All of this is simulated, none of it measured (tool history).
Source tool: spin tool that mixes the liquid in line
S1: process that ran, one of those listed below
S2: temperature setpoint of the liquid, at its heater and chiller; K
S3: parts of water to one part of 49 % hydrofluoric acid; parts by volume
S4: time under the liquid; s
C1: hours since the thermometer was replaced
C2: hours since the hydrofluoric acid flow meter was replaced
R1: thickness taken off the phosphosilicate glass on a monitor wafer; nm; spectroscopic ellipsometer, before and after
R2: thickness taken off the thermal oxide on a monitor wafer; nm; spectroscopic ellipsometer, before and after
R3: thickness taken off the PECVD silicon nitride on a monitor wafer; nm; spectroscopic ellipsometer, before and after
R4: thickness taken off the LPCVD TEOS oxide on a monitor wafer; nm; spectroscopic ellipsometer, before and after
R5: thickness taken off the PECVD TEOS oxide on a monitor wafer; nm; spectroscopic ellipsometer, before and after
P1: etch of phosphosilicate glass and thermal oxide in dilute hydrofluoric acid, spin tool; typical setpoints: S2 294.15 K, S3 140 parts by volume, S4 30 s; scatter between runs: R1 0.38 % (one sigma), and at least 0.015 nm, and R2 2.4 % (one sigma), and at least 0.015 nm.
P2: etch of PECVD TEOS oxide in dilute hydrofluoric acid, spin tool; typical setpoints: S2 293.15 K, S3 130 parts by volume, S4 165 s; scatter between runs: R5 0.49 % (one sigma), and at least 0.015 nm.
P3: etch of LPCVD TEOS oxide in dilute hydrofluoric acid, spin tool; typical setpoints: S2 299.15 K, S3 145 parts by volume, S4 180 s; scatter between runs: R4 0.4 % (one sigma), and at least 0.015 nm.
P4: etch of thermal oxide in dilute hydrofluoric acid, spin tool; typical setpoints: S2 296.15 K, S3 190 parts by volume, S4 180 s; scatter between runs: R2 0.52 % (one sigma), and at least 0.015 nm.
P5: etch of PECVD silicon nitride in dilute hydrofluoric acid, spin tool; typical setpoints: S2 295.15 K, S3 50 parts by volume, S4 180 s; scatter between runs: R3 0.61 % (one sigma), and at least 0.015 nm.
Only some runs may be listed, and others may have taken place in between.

Run 1, hour 15.5: S1 P1, S2 294.15 K, S3 140 parts by volume, S4 30 s; C1 1957.8; C2 487.5. Result: R1 18.5800 nm, R2 0.85132 nm.
Run 2, hour 30.3: S1 P1, S2 294.15 K, S3 140 parts by volume, S4 30 s; C1 1972.6; C2 502.3. Result: R1 18.6820 nm, R2 0.89064 nm.
Run 3, hour 45.2: S1 P5, S2 295.15 K, S3 50 parts by volume, S4 180 s; C1 1987.5; C2 517.2. Result: R3 5.2535 nm.
Run 4, hour 58.6: S1 P3, S2 292.15 K, S3 145 parts by volume, S4 180 s; C1 2000.9; C2 530.6. Result: R4 22.149 nm.
Run 5, hour 73.0: S1 P1, S2 294.15 K, S3 85 parts by volume, S4 30 s; C1 2015.3; C2 545.0. Result: R1 32.6520 nm, R2 1.54970 nm.
Run 6, hour 84.4: S1 P4, S2 296.15 K, S3 190 parts by volume, S4 275 s; C1 2026.7; C2 556.4. Result: R2 5.83970 nm.
Run 7, hour 96.4: S1 P1, S2 294.15 K, S3 140 parts by volume, S4 30 s; C1 2038.7; C2 568.4. Result: R1 18.4590 nm, R2 0.86575 nm.
At hour 96.6: thermometer replaced.
Run 8, hour 110.5: S1 P5, S2 290.15 K, S3 50 parts by volume, S4 180 s; C1 13.9; C2 582.5. Result: R3 3.7271 nm.
Run 9, hour 124.1: S1 P5, S2 295.15 K, S3 50 parts by volume, S4 180 s; C1 27.5; C2 596.1. Result: R3 5.3261 nm.
Run 10, hour 133.7: S1 P1, S2 301.65 K, S3 140 parts by volume, S4 30 s; C1 37.1; C2 605.7. Result: R1 24.8500 nm, R2 1.08200 nm.
Run 11, hour 142.6: S1 P2, S2 293.15 K, S3 130 parts by volume, S4 165 s; C1 46.0; C2 614.6. Result: R5 10.0660 nm.
Run 12, hour 158.2: S1 P1, S2 294.15 K, S3 140 parts by volume, S4 30 s; C1 61.6; C2 630.2. Result: R1 18.6260 nm, R2 0.83756 nm.
Run 13, hour 174.9: S1 P2, S2 293.15 K, S3 130 parts by volume, S4 165 s; C1 78.3; C2 646.9. Result: R5 10.0180 nm.
Run 14, hour 190.7: S1 P2, S2 290.15 K, S3 130 parts by volume, S4 165 s; C1 94.1; C2 662.7. Result: R5 8.8758 nm.
Run 15, hour 199.4: S1 P5, S2 295.15 K, S3 90 parts by volume, S4 180 s; C1 102.8; C2 671.4. Result: R3 2.9245 nm.
Run 16, hour 216.5: S1 P1, S2 294.15 K, S3 195 parts by volume, S4 30 s; C1 119.9; C2 688.5. Result: R1 12.6840 nm, R2 0.59437 nm.
Run 17, hour 226.8: S1 P4, S2 302.65 K, S3 190 parts by volume, S4 180 s; C1 130.2; C2 698.8. Result: R2 4.90100 nm.
Run 18, hour 236.1: S1 P4, S2 296.15 K, S3 190 parts by volume, S4 180 s; C1 139.5; C2 708.1. Result: R2 3.88570 nm.
Run 19, hour 245.2: S1 P3, S2 299.15 K, S3 145 parts by volume, S4 180 s; C1 148.6; C2 717.2. Result: R4 28.923 nm.
Run 20, hour 257.8: S1 P1, S2 294.15 K, S3 140 parts by volume, S4 30 s; C1 161.2; C2 729.8. Result: R1 18.6140 nm, R2 0.87959 nm.
Run 21, hour 271.6: S1 P1, S2 294.15 K, S3 60 parts by volume, S4 15 s; C1 175.0; C2 743.6. Result: R1 23.8290 nm, R2 1.06540 nm.
Run 22, hour 287.2: S1 P3, S2 299.15 K, S3 145 parts by volume, S4 180 s; C1 190.6; C2 759.2. Result: R4 29.012 nm.
Run 23, hour 297.9: S1 P1, S2 290.15 K, S3 140 parts by volume, S4 30 s; C1 201.3; C2 769.9. Result: R1 15.8560 nm, R2 0.76162 nm.
Run 24, hour 305.5: S1 P1, S2 294.15 K, S3 140 parts by volume, S4 30 s; C1 208.9; C2 777.5. Result: R1 18.6900 nm, R2 0.87234 nm.
Run 25, hour 319.1: S1 P5, S2 295.15 K, S3 50 parts by volume, S4 295 s; C1 222.5; C2 791.1. Result: R3 8.6070 nm.
Run 26, hour 328.2: S1 P1, S2 294.15 K, S3 140 parts by volume, S4 30 s; C1 231.6; C2 800.2. Result: R1 18.6720 nm, R2 0.86138 nm.
Run 27, hour 341.9: S1 P3, S2 299.15 K, S3 145 parts by volume, S4 355 s; C1 245.3; C2 813.9. Result: R4 56.722 nm.
Run 28, hour 357.3: S1 P4, S2 296.15 K, S3 190 parts by volume, S4 180 s; C1 260.7; C2 829.3. Result: R2 3.84170 nm.
Run 29, hour 369.4: S1 P2, S2 293.15 K, S3 130 parts by volume, S4 300 s; C1 272.8; C2 841.4. Result: R5 18.3380 nm.
Run 30, hour 385.2: S1 P2, S2 293.15 K, S3 200 parts by volume, S4 165 s; C1 288.6; C2 857.2. Result: R5 6.0661 nm.
Run 31, hour 401.3: S1 P4, S2 296.15 K, S3 120 parts by volume, S4 180 s; C1 304.7; C2 873.3. Result: R2 6.57260 nm.
Run 32, hour 410.7: S1 P3, S2 299.15 K, S3 55 parts by volume, S4 180 s; C1 314.1; C2 882.7. Result: R4 86.141 nm.
Run 33, hour 423.9: S1 P1, S2 294.15 K, S3 140 parts by volume, S4 15 s; C1 327.3; C2 895.9. Result: R1 9.3331 nm, R2 0.45523 nm.
Run 34, hour 436.8: S1 P1, S2 294.15 K, S3 140 parts by volume, S4 60 s; C1 340.2; C2 908.8. Result: R1 37.3840 nm, R2 1.75630 nm.
Run 35, hour 452.6: S1 P1, S2 294.15 K, S3 140 parts by volume, S4 30 s; C1 356.0; C2 924.6. Result: R1 18.6020 nm, R2 0.84248 nm.
Run 36, hour 461.2: S1 P1, S2 294.15 K, S3 140 parts by volume, S4 30 s; C1 364.6; C2 933.2. Result: R1 18.9680 nm, R2 0.86550 nm.
Run 37, hour 478.1: S1 P1, S2 294.15 K, S3 140 parts by volume, S4 30 s; C1 381.5; C2 950.1. Result: R1 19.4590 nm, R2 0.91883 nm.
Run 38, hour 489.7: S1 P1, S2 294.15 K, S3 140 parts by volume, S4 30 s; C1 393.1; C2 961.7. Result: R1 19.5990 nm, R2 0.90495 nm.
Run 39, hour 499.6: S1 P1, S2 294.15 K, S3 140 parts by volume, S4 30 s; C1 403.0; C2 971.6. Result: R1 19.7030 nm, R2 0.90900 nm.
Run 40, hour 512.8: S1 P1, S2 294.15 K, S3 140 parts by volume, S4 30 s; C1 416.2; C2 984.8. Result: R1 19.6720 nm, R2 0.90205 nm.
Run 41, hour 526.0: S1 P1, S2 294.15 K, S3 140 parts by volume, S4 30 s; C1 429.4; C2 998.0. Result: R1 19.4870 nm, R2 0.92398 nm.

P1 no longer gives what it gave before; its output has crept away from where it was. The following 2 causes, each at its listed size, fit the log equally well:
A: liquid hotter than its thermometer reads (K) = 1.38
B: hydrofluoric acid flow above the setpoint (%) = 4.84
The creep began at about hour 452.6.

Consider the 4 single-wafer check runs listed below, results given as question marks: which one distinguishes between the causes by giving clearly different results for each?
Run check 1, hour 539.2: S1 P2, S2 293.15 K, S3 130 parts by volume, S4 165 s. Result: R5 ?.
Run check 2, hour 539.2: S1 P3, S2 299.15 K, S3 145 parts by volume, S4 180 s. Result: R4 ?.
Run check 3, hour 539.2: S1 P4, S2 296.15 K, S3 190 parts by volume, S4 180 s. Result: R2 ?.
Run check 4, hour 539.2: S1 P5, S2 295.15 K, S3 50 parts by volume, S4 180 s. Result: R3 ?.

If the cause were each of the candidates in turn, the checks would give the following:
  check  result     if A     if B
check 1      R5  10.6040  10.5880
check 2      R4   30.495   30.611
check 3      R2  4.03000  4.05070
check 4      R3   5.7537   5.4849
Distance between the nearest two causes, measured in the result of the check that separates them most: check 1 0.15 %; check 2 0.38 %; check 3 0.51 %; check 4 4.79 %
The causes can be told apart only by check 4. The other checks would give nearly the same results under each of them.

Check 4 was carried out, with these results: R3 5.7973 nm. Which of the listed causes is responsible?

A is the cause: liquid hotter than its thermometer reads (K).

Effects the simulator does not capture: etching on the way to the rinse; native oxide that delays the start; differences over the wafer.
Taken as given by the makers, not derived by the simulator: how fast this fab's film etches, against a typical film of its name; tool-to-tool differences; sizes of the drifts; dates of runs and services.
